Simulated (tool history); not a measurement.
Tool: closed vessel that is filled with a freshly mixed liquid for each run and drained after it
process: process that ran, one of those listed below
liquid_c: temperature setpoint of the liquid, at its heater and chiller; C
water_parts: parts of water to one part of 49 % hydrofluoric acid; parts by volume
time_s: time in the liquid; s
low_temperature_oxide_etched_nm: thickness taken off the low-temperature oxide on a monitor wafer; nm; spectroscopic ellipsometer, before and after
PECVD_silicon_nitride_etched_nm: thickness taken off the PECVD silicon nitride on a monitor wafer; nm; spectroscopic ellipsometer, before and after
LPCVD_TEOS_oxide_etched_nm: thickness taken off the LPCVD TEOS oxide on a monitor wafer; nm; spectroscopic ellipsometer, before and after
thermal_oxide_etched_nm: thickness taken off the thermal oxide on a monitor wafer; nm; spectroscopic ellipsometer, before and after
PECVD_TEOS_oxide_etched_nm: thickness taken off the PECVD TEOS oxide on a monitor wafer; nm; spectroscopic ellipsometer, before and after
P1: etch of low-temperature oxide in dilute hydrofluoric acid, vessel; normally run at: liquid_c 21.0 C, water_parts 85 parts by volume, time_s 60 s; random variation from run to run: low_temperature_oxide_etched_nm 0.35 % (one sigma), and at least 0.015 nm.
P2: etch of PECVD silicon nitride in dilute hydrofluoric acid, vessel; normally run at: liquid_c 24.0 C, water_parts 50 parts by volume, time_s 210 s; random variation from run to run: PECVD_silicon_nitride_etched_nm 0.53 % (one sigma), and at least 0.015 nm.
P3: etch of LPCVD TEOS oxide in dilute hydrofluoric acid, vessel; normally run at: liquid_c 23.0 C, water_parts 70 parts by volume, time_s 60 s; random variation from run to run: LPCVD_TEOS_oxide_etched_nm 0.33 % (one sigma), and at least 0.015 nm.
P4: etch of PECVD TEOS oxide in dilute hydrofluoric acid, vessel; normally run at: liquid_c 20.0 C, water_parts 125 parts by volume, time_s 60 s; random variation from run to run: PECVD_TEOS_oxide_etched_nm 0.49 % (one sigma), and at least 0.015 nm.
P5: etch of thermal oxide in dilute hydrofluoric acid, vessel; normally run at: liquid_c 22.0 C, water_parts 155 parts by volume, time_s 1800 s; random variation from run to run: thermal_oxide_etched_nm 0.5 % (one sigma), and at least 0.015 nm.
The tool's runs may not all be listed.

| run | hour | process | liquid_c | water_parts | time_s | hours since the thermometer was replaced | hours since the hydrofluoric acid flow meter was replaced | low_temperature_oxide_etched_nm | PECVD_silicon_nitride_etched_nm | LPCVD_TEOS_oxide_etched_nm | thermal_oxide_etched_nm | PECVD_TEOS_oxide_etched_nm |
|---|---|---|---|---|---|---|---|---|---|---|---|---|
| 1 | 12.9 | P1 | 21.0 | 85 | 60 | 752.9 | 880.7 | 8.6307 |  |  |  |  |
| 2 | 22.4 | P1 | 21.0 | 20 | 60 | 762.4 | 890.2 | 39.9240 |  |  |  |  |
| 3 | 29.2 | P2 | 30.5 | 50 | 210 | 769.2 | 897.0 |  | 16.859 |  |  |  |
| 4 | 43.9 | P1 | 17.0 | 85 | 60 | 783.9 | 911.7 | 7.3076 |  |  |  |  |
| 5 | 56.8 | P3 | 23.0 | 120 | 60 | 796.8 | 924.6 |  |  | 18.457 |  |  |
| 6 | 64.5 | P3 | 23.0 | 70 | 90 | 804.5 | 932.3 |  |  | 50.325 |  |  |
| 7 | 75.0 | P5 | 28.5 | 155 | 1800 | 815.0 | 942.8 |  |  |  | 62.694 |  |
| 8 | 87.8 | P2 | 24.0 | 50 | 400 | 827.8 | 955.6 |  | 20.995 |  |  |  |
| 9 | 101.4 | P4 | 20.0 | 75 | 60 | 841.4 | 969.2 |  |  |  |  | 14.8280 |
| 10 | 112.9 | P3 | 23.0 | 70 | 60 | 852.9 | 980.7 |  |  | 33.620 |  |  |
| 11 | 122.6 | P1 | 21.0 | 130 | 100 | 862.6 | 990.4 | 8.9913 |  |  |  |  |
| 12 | 137.8 | P2 | 24.0 | 50 | 210 | 877.8 | 1005.6 |  | 10.994 |  |  |  |
| 13 | 149.9 | P1 | 21.0 | 85 | 60 | 889.9 | 1017.7 | 8.6171 |  |  |  |  |
| 14 | 157.5 | P3 | 23.0 | 70 | 60 | 897.5 | 1025.3 |  |  | 33.748 |  |  |
| 15 | 169.4 | P4 | 28.0 | 125 | 60 | 909.4 | 1037.2 |  |  |  |  | 11.5570 |
| 16 | 177.1 | P1 | 21.0 | 85 | 60 | 917.1 | 1044.9 | 8.7050 |  |  |  |  |
| 17 | 185.6 | P1 | 21.0 | 85 | 60 | 925.6 | 1053.4 | 8.6678 |  |  |  |  |
| 18 | 194.7 | P4 | 20.0 | 125 | 35 | 934.7 | 1062.5 |  |  |  |  | 4.9340 |
| 19 | 204.1 | P1 | 21.0 | 25 | 35 | 944.1 | 1071.9 | 18.4470 |  |  |  |  |
| 20 | 215.0 | P4 | 20.0 | 125 | 60 | 955.0 | 1082.8 |  |  |  |  | 8.5225 |
| 21 | 222.2 | P5 | 22.0 | 155 | 2670 | 962.2 | 1090.0 |  |  |  | 72.285 |  |
| 22 | 229.1 | P1 | 21.0 | 85 | 105 | 969.1 | 1096.9 | 15.0420 |  |  |  |  |
| 23 | 240.2 | P1 | 21.0 | 85 | 60 | 980.2 | 1108.0 | 8.7328 |  |  |  |  |
|  | 242.8 | hydrofluoric acid flow meter replaced |
| 24 | 249.5 | P3 | 31.5 | 70 | 60 | 989.5 | 6.8 |  |  | 46.875 |  |  |
| 25 | 258.8 | P5 | 22.0 | 155 | 1800 | 998.8 | 16.1 |  |  |  | 49.032 |  |
| 26 | 272.2 | P1 | 21.0 | 85 | 30 | 1012.2 | 29.5 | 4.3583 |  |  |  |  |
| 27 | 284.1 | P5 | 22.0 | 230 | 1800 | 1024.1 | 41.4 |  |  |  | 30.763 |  |
| 28 | 293.9 | P4 | 20.0 | 125 | 60 | 1033.9 | 51.2 |  |  |  |  | 8.4455 |
| 29 | 307.4 | P1 | 21.0 | 85 | 60 | 1047.4 | 64.7 | 8.6721 |  |  |  |  |
| 30 | 321.4 | P2 | 24.0 | 20 | 210 | 1061.4 | 78.7 |  | 26.577 |  |  |  |
| 31 | 329.0 | P1 | 21.0 | 130 | 60 | 1069.0 | 86.3 | 5.4150 |  |  |  |  |
| 32 | 341.1 | P5 | 22.0 | 155 | 1800 | 1081.1 | 98.4 |  |  |  | 49.138 |  |
| 33 | 354.3 | P1 | 25.0 | 85 | 60 | 1094.3 | 111.6 | 10.2210 |  |  |  |  |
| 34 | 364.2 | P1 | 21.0 | 85 | 60 | 1104.2 | 121.5 | 8.7348 |  |  |  |  |
| 35 | 376.6 | P1 | 21.0 | 85 | 60 | 1116.6 | 133.9 | 8.6699 |  |  |  |  |
| 36 | 390.0 | P1 | 21.0 | 85 | 60 | 1130.0 | 147.3 | 8.4353 |  |  |  |  |
| 37 | 397.8 | P1 | 21.0 | 85 | 60 | 1137.8 | 155.1 | 8.2908 |  |  |  |  |
| 38 | 408.2 | P1 | 21.0 | 85 | 60 | 1148.2 | 165.5 | 8.2316 |  |  |  |  |
| 39 | 419.7 | P1 | 21.0 | 85 | 60 | 1159.7 | 177.0 | 8.1890 |  |  |  |  |
| 40 | 430.7 | P1 | 21.0 | 85 | 60 | 1170.7 | 188.0 | 8.1410 |  |  |  |  |
| 41 | 443.9 | P1 | 21.0 | 85 | 60 | 1183.9 | 201.2 | 8.0400 |  |  |  |  |
| 42 | 450.9 | P1 | 21.0 | 85 | 60 | 1190.9 | 208.2 | 8.1135 |  |  |  |  |
| 43 | 466.0 | P1 | 21.0 | 85 | 60 | 1206.0 | 223.3 | 8.0429 |  |  |  |  |
| 44 | 476.9 | P1 | 21.0 | 85 | 60 | 1216.9 | 234.2 | 8.0445 |  |  |  |  |
| 45 | 492.2 | P1 | 21.0 | 85 | 60 | 1232.2 | 249.5 | 8.0297 |  |  |  |  |

What P1 gives has crept away from where it was. These 2 causes fit the log equally well, each at the size given:
A: hydrofluoric acid flow below the setpoint (%) = 6.93
B: liquid colder than its thermometer reads (K) = 1.91
The creep began at about hour 376.6.

4 check runs are offered, one wafer each, their results left as question marks. Which one tells the causes apart?
| check 1 | 507.5 | P3 | 23.0 | 70 | 60 |  |  |  |  | ? |  |  |
| check 2 | 507.5 | P5 | 22.0 | 155 | 1800 |  |  |  |  |  | ? |  |
| check 3 | 507.5 | P4 | 20.0 | 125 | 60 |  |  |  |  |  |  | ? |
| check 4 | 507.5 | P2 | 24.0 | 50 | 210 |  |  |  | ? |  |  |  |

What each check would give under each cause:
| check | result | if A | if B |
|---|---|---|---|
| check 1 | LPCVD_TEOS_oxide_etched_nm | 31.118 | 31.107 |
| check 2 | thermal_oxide_etched_nm | 45.222 | 45.642 |
| check 3 | PECVD_TEOS_oxide_etched_nm | 7.8140 | 7.8444 |
| check 4 | PECVD_silicon_nitride_etched_nm | 10.2680 | 9.6752 |
How far apart the two closest causes lie, in the result that separates them most: check 1 0.04 %; check 2 0.92 %; check 3 0.39 %; check 4 5.94 %
Check 4 tells the causes apart: in the others they would give nearly the same result.

Check 4 was then run and gave: PECVD_silicon_nitride_etched_nm 10.3280 nm. Which cause is it?

It is A: hydrofluoric acid flow below the setpoint (%).

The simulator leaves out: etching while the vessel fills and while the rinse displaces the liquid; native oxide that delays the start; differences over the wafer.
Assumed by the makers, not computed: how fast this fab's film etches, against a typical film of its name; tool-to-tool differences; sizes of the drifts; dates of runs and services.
